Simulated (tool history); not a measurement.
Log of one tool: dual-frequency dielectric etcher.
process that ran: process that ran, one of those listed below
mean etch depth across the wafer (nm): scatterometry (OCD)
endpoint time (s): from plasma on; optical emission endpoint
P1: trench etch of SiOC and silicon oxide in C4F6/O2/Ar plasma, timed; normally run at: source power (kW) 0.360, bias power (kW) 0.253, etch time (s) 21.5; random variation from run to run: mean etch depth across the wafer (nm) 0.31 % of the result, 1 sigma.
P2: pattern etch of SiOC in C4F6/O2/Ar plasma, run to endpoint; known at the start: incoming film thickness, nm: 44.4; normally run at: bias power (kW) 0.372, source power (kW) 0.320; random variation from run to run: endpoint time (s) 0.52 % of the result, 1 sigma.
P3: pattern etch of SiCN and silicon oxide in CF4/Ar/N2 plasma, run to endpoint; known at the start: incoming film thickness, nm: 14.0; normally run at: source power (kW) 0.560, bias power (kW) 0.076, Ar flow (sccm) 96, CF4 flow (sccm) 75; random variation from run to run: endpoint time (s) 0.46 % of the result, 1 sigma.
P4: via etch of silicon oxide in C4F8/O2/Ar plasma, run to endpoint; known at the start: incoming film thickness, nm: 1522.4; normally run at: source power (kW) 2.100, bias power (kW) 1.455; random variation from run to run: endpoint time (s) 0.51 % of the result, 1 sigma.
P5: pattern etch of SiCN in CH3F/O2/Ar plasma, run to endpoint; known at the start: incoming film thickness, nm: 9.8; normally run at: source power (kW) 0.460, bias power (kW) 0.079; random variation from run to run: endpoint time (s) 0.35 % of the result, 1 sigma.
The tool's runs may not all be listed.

run,hour,process that ran,source power (kW),bias power (kW),etch time (s),Ar flow (sccm),CF4 flow (sccm),hours since the last wet clean,hours since the last source power generator calibration,hours since the last bias power generator calibration,mean etch depth across the wafer (nm),endpoint time (s)
1,6.1,P1,0.360,0.253,21.5,,,216.6,1438.1,3040.7,45.699,
2,15.9,P1,0.360,0.253,28.0,,,226.4,1447.9,3050.5,59.646,
3,26.5,P3,0.560,0.076,,96,75,237.0,1458.5,3061.1,,12.824
4,36.5,P1,0.360,0.253,16.0,,,247.0,1468.5,3071.1,34.153,
5,46.9,P1,0.360,0.195,21.5,,,257.4,1478.9,3081.5,42.009,
6,56.1,P5,0.460,0.079,,,,266.6,1488.1,3090.7,,24.145
7,65.1,P5,0.590,0.079,,,,275.6,1497.1,3099.7,,22.107
8,76.4,P1,0.260,0.253,21.5,,,286.9,1508.4,3111.0,40.622,
9,82.7,P3,0.560,0.076,,96,50,293.2,1514.7,3117.3,,13.580
10,94.0,P3,0.440,0.076,,96,75,304.5,1526.0,3128.6,,15.906
11,104.0,P1,0.480,0.253,21.5,,,314.5,1536.0,3138.6,51.194,
12,115.8,P2,0.320,0.483,,,,326.3,1547.8,3150.4,,16.859
13,123.4,P1,0.360,0.253,21.5,,,333.9,1555.4,3158.0,45.796,
14,130.2,P2,0.410,0.372,,,,340.7,1562.2,3164.8,,16.758
15,138.1,P3,0.560,0.076,,130,75,348.6,1570.1,3172.7,,13.399
16,148.0,P4,2.100,1.455,,,,358.5,1580.0,3182.6,,315.520
17,153.7,P1,0.360,0.253,21.5,,,364.2,1585.7,3188.3,45.993,
18,162.5,P1,0.360,0.312,21.5,,,373.0,1594.5,3197.1,49.251,
19,174.1,P1,0.360,0.188,30.5,,,384.6,1606.1,3208.7,59.006,
20,182.3,P5,0.460,0.096,,,,392.8,1614.3,3216.9,,22.577
21,192.3,P2,0.320,0.372,,,,402.8,1624.3,3226.9,,18.545
22,199.4,P3,0.560,0.098,,96,75,409.9,1631.4,3234.0,,11.820
23,211.8,P4,2.100,0.984,,,,422.3,1643.8,3246.4,,348.190
24,219.9,P5,0.460,0.079,,,,430.4,1651.9,3254.5,,24.372
25,229.8,P1,0.360,0.253,21.5,,,440.3,1661.8,3264.4,45.702,
26,239.9,P1,0.360,0.253,21.5,,,450.4,1671.9,3274.5,45.993,
27,252.8,P4,1.660,1.455,,,,463.3,1684.8,3287.4,,347.090
28,259.8,P4,2.100,1.455,,,,470.3,1691.8,3294.4,,317.150
29,265.6,P1,0.490,0.339,21.5,,,476.1,1697.6,3300.2,56.996,
30,278.5,P2,0.320,0.372,,,,489.0,1710.5,3313.1,,18.607
31,288.2,P1,0.360,0.253,21.5,,,498.7,1720.2,3322.8,45.773,
32,299.1,P1,0.360,0.253,21.5,,,509.6,1731.1,3333.7,45.984,

Forecast run 33:
33,305.6,P1,0.360,0.253,21.5,,,516.1,1737.6,3340.2,?,

{"run 33": {"mean etch depth across the wafer (nm)": 46.157}}

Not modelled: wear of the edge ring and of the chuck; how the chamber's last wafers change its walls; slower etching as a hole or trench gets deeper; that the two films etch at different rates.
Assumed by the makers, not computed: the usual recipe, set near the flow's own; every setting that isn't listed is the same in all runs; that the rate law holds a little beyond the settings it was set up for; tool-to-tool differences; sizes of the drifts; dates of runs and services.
